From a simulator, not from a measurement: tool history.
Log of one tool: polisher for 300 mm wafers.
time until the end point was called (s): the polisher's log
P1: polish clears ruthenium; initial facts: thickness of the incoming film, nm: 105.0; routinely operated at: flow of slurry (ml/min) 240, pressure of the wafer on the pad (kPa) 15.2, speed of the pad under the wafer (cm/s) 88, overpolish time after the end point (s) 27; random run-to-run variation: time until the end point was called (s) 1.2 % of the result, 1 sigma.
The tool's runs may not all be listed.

run,hour,flow of slurry (ml/min),pressure of the wafer on the pad (kPa),speed of the pad under the wafer (cm/s),overpolish time after the end point (s),time until the end point was called (s)
1,12.2,240,15.2,88,27,99.979
2,26.3,240,15.2,88,27,99.122
3,41.5,240,15.2,88,52,101.290
4,48.5,240,22.8,88,27,66.255
5,61.5,240,15.2,88,27,101.150
6,72.9,145,15.2,88,27,107.510
7,88.0,360,15.2,88,27,97.335
8,96.1,240,15.2,134,48,67.497
9,110.8,240,15.2,88,27,100.470
10,120.5,240,15.2,88,8,99.791
11,133.1,240,15.2,48,40,185.220
12,139.9,240,15.2,118,27,75.706
13,150.3,240,15.2,66,27,134.180
14,159.4,240,7.6,88,27,202.440
15,170.1,240,15.2,88,27,101.770
16,180.3,325,15.2,88,41,97.050
17,194.7,240,15.2,88,27,98.903
18,207.9,240,15.2,88,27,102.060
19,220.8,240,15.2,88,27,103.180
20,234.5,240,15.2,88,27,104.790

What does the tool deliver on the next run?
21,242.0,240,15.2,88,27,?

{"run 21": {"time until the end point was called (s)": 105.98}}
